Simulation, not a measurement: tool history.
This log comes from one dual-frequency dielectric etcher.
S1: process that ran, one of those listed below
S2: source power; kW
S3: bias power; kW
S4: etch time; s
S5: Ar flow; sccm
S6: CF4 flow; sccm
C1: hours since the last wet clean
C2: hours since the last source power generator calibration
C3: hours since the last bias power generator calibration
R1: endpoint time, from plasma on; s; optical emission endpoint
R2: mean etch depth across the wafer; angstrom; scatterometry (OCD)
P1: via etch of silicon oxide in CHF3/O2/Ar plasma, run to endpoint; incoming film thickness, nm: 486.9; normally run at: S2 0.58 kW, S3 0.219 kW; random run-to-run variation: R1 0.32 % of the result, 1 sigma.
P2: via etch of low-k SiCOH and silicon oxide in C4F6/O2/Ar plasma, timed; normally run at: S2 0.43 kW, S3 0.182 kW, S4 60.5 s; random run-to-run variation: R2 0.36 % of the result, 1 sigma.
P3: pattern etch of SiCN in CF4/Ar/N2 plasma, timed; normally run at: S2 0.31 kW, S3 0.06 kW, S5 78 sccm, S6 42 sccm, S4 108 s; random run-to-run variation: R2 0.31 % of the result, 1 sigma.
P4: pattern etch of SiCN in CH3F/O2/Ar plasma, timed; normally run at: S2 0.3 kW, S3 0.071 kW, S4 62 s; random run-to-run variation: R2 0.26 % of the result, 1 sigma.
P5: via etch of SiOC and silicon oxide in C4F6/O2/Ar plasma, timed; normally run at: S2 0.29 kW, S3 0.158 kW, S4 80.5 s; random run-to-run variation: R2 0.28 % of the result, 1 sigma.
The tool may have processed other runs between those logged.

{"run": 1, "hour": 13.3, "S1": "P1", "S2": 0.58, "S3": 0.219, "C1": 272.1, "C2": 2965.3, "C3": 588.5, "R1": 240.36}
{"run": 2, "hour": 30.4, "S1": "P1", "S2": 0.58, "S3": 0.219, "C1": 289.2, "C2": 2982.4, "C3": 605.6, "R1": 241.69}
{"run": 3, "hour": 39.4, "S1": "P1", "S2": 0.58, "S3": 0.219, "C1": 298.2, "C2": 2991.4, "C3": 614.6, "R1": 240.09}
{"run": 4, "hour": 54.7, "S1": "P1", "S2": 0.38, "S3": 0.219, "C1": 313.5, "C2": 3006.7, "C3": 629.9, "R1": 282.83}
{"run": 5, "hour": 65.9, "S1": "P1", "S2": 0.58, "S3": 0.294, "C1": 324.7, "C2": 3017.9, "C3": 641.1, "R1": 216.6}
{"run": 6, "hour": 83.0, "S1": "P1", "S2": 0.45, "S3": 0.164, "C1": 341.8, "C2": 3035, "C3": 658.2, "R1": 292.73}
{"run": 7, "hour": 100.2, "S1": "P5", "S2": 0.29, "S3": 0.1, "S4": 80.5, "C1": 359, "C2": 3052.2, "C3": 675.4, "R2": 670.87}
{"run": 8, "hour": 117.9, "S1": "P2", "S2": 0.43, "S3": 0.182, "S4": 39.5, "C1": 376.7, "C2": 3069.9, "C3": 693.1, "R2": 1165.3}
{"run": 9, "hour": 133.3, "S1": "P1", "S2": 0.36, "S3": 0.136, "C1": 392.1, "C2": 3085.3, "C3": 708.5, "R1": 340.05}
{"run": 10, "hour": 150.0, "S1": "P4", "S2": 0.3, "S3": 0.048, "S4": 62, "C1": 408.8, "C2": 3102, "C3": 725.2, "R2": 184.47}
{"run": 11, "hour": 161.7, "S1": "P1", "S2": 0.58, "S3": 0.219, "C1": 420.5, "C2": 3113.7, "C3": 736.9, "R1": 241.09}
{"hour": 164.1, "done": "wet clean of the chamber"}
{"run": 12, "hour": 177.6, "S1": "P3", "S2": 0.31, "S3": 0.06, "S4": 108, "S5": 101, "S6": 42, "C1": 13.6, "C2": 3129.6, "C3": 752.8, "R2": 570.45}
{"run": 13, "hour": 190.9, "S1": "P3", "S2": 0.31, "S3": 0.072, "S4": 108, "S5": 78, "S6": 42, "C1": 26.9, "C2": 3142.9, "C3": 766.1, "R2": 638.82}
{"run": 14, "hour": 202.7, "S1": "P5", "S2": 0.19, "S3": 0.158, "S4": 80.5, "C1": 38.7, "C2": 3154.7, "C3": 777.9, "R2": 653.14}
{"run": 15, "hour": 215.0, "S1": "P5", "S2": 0.29, "S3": 0.158, "S4": 80.5, "C1": 51, "C2": 3167, "C3": 790.2, "R2": 766.25}
{"run": 16, "hour": 228.0, "S1": "P5", "S2": 0.29, "S3": 0.158, "S4": 80.5, "C1": 64, "C2": 3180, "C3": 803.2, "R2": 766.82}
{"run": 17, "hour": 244.5, "S1": "P2", "S2": 0.43, "S3": 0.182, "S4": 60.5, "C1": 80.5, "C2": 3196.5, "C3": 819.7, "R2": 1788.6}
{"run": 18, "hour": 258.3, "S1": "P1", "S2": 0.75, "S3": 0.219, "C1": 94.3, "C2": 3210.3, "C3": 833.5, "R1": 218.34}
{"run": 19, "hour": 272.8, "S1": "P1", "S2": 0.58, "S3": 0.219, "C1": 108.8, "C2": 3224.8, "C3": 848, "R1": 239.59}
{"run": 20, "hour": 281.3, "S1": "P3", "S2": 0.31, "S3": 0.06, "S4": 108, "S5": 78, "S6": 52, "C1": 117.3, "C2": 3233.3, "C3": 856.5, "R2": 617.93}
{"run": 21, "hour": 299.4, "S1": "P1", "S2": 0.58, "S3": 0.219, "C1": 135.4, "C2": 3251.4, "C3": 874.6, "R1": 241.18}
{"run": 22, "hour": 317.1, "S1": "P1", "S2": 0.58, "S3": 0.219, "C1": 153.1, "C2": 3269.1, "C3": 892.3, "R1": 239.57}
{"run": 23, "hour": 330.6, "S1": "P4", "S2": 0.18, "S3": 0.071, "S4": 62, "C1": 166.6, "C2": 3282.6, "C3": 905.8, "R2": 173.34}
{"run": 24, "hour": 349.2, "S1": "P4", "S2": 0.3, "S3": 0.071, "S4": 62, "C1": 185.2, "C2": 3301.2, "C3": 924.4, "R2": 209.64}
{"run": 25, "hour": 360.5, "S1": "P3", "S2": 0.31, "S3": 0.06, "S4": 108, "S5": 78, "S6": 42, "C1": 196.5, "C2": 3312.5, "C3": 935.7, "R2": 595.05}
{"run": 26, "hour": 371.2, "S1": "P3", "S2": 0.39, "S3": 0.06, "S4": 108, "S5": 78, "S6": 42, "C1": 207.2, "C2": 3323.2, "C3": 946.4, "R2": 731.65}
{"run": 27, "hour": 381.4, "S1": "P3", "S2": 0.31, "S3": 0.06, "S4": 59.5, "S5": 78, "S6": 42, "C1": 217.4, "C2": 3333.4, "C3": 956.6, "R2": 329.85}
{"hour": 389.8, "done": "source power generator calibrated"}
{"run": 28, "hour": 390.4, "S1": "P1", "S2": 0.58, "S3": 0.154, "C1": 226.4, "C2": 0.6, "C3": 965.6, "R1": 272.53}
{"run": 29, "hour": 399.4, "S1": "P5", "S2": 0.29, "S3": 0.158, "S4": 108, "C1": 235.4, "C2": 9.6, "C3": 974.6, "R2": 1026.3}
{"run": 30, "hour": 410.8, "S1": "P2", "S2": 0.32, "S3": 0.182, "S4": 60.5, "C1": 246.8, "C2": 21, "C3": 986, "R2": 1587}
{"run": 31, "hour": 421.5, "S1": "P2", "S2": 0.43, "S3": 0.137, "S4": 60.5, "C1": 257.5, "C2": 31.7, "C3": 996.7, "R2": 1628.9}
{"run": 32, "hour": 440.9, "S1": "P4", "S2": 0.3, "S3": 0.071, "S4": 34, "C1": 276.9, "C2": 51.1, "C3": 1016.1, "R2": 115.16}
{"run": 33, "hour": 451.3, "S1": "P1", "S2": 0.58, "S3": 0.219, "C1": 287.3, "C2": 61.5, "C3": 1026.5, "R1": 241.05}
{"run": 34, "hour": 461.7, "S1": "P1", "S2": 0.58, "S3": 0.219, "C1": 297.7, "C2": 71.9, "C3": 1036.9, "R1": 239.05}
{"run": 35, "hour": 472.7, "S1": "P1", "S2": 0.58, "S3": 0.219, "C1": 308.7, "C2": 82.9, "C3": 1047.9, "R1": 239.73}
{"run": 36, "hour": 483.4, "S1": "P1", "S2": 0.58, "S3": 0.219, "C1": 319.4, "C2": 93.6, "C3": 1058.6, "R1": 238.02}
{"run": 37, "hour": 498.8, "S1": "P1", "S2": 0.58, "S3": 0.219, "C1": 334.8, "C2": 109, "C3": 1074, "R1": 236.47}
{"hour": 502.2, "done": "wet clean of the chamber"}
{"run": 38, "hour": 516.1, "S1": "P1", "S2": 0.58, "S3": 0.219, "C1": 14, "C2": 126.3, "C3": 1091.3, "R1": 236.54}
{"run": 39, "hour": 531.4, "S1": "P1", "S2": 0.58, "S3": 0.219, "C1": 29.3, "C2": 141.6, "C3": 1106.6, "R1": 238.14}
{"run": 40, "hour": 547.1, "S1": "P1", "S2": 0.58, "S3": 0.219, "C1": 45, "C2": 157.3, "C3": 1122.3, "R1": 236.87}

What P1 gives has crept off from where it sat before. The 2 causes that follow fit the log equally well, each at the size noted:
A: source power that arrives over what is set, % = 4.35
B: bias power that arrives over what is set, % = 4.69
The process output started creeping at around hour 451.3.
Other possible causes, and why each is ruled out:
chamber walls in a state that raises the etch rate, %: serviced after onset, at hour 502.2, with no recovery of the prior output

Which of the 4 check runs listed below, each an average over 2 wafers with its results shown as question marks, gives clearly different results under the different listed causes?
{"run": "check 1", "hour": 562.8, "S1": "P2", "S2": 0.43, "S3": 0.182, "S4": 60.5, "R2": "?"}
{"run": "check 2", "hour": 562.8, "S1": "P5", "S2": 0.29, "S3": 0.158, "S4": 80.5, "R2": "?"}
{"run": "check 3", "hour": 562.8, "S1": "P3", "S2": 0.31, "S3": 0.06, "S4": 108, "S5": 78, "S6": 42, "R2": "?"}
{"run": "check 4", "hour": 562.8, "S1": "P4", "S2": 0.3, "S3": 0.071, "S4": 62, "R2": "?"}

Outcome of each check run for each possible cause:
check=check_1 result=R2 if_A=1809.3 if_B=1805.5
check=check_2 result=R2 if_A=780.15 if_B=778.79
check=check_3 result=R2 if_A=620.39 if_B=607.63
check=check_4 result=R2 if_A=213.32 if_B=213.46
Gap, in per cent, between the two causes that each check separates least, read from the result that separates them most: check 1 0.21 %; check 2 0.17 %; check 3 2.08 %; check 4 0.06 %
The other checks would show nearly matching results whichever cause is true, so check 3 is the only one that separates the causes.

Then check 3 was run and gave: R2 619.59 angstrom. Which cause is it?

Of the candidate causes, it is A: source power that arrives over what is set, %.
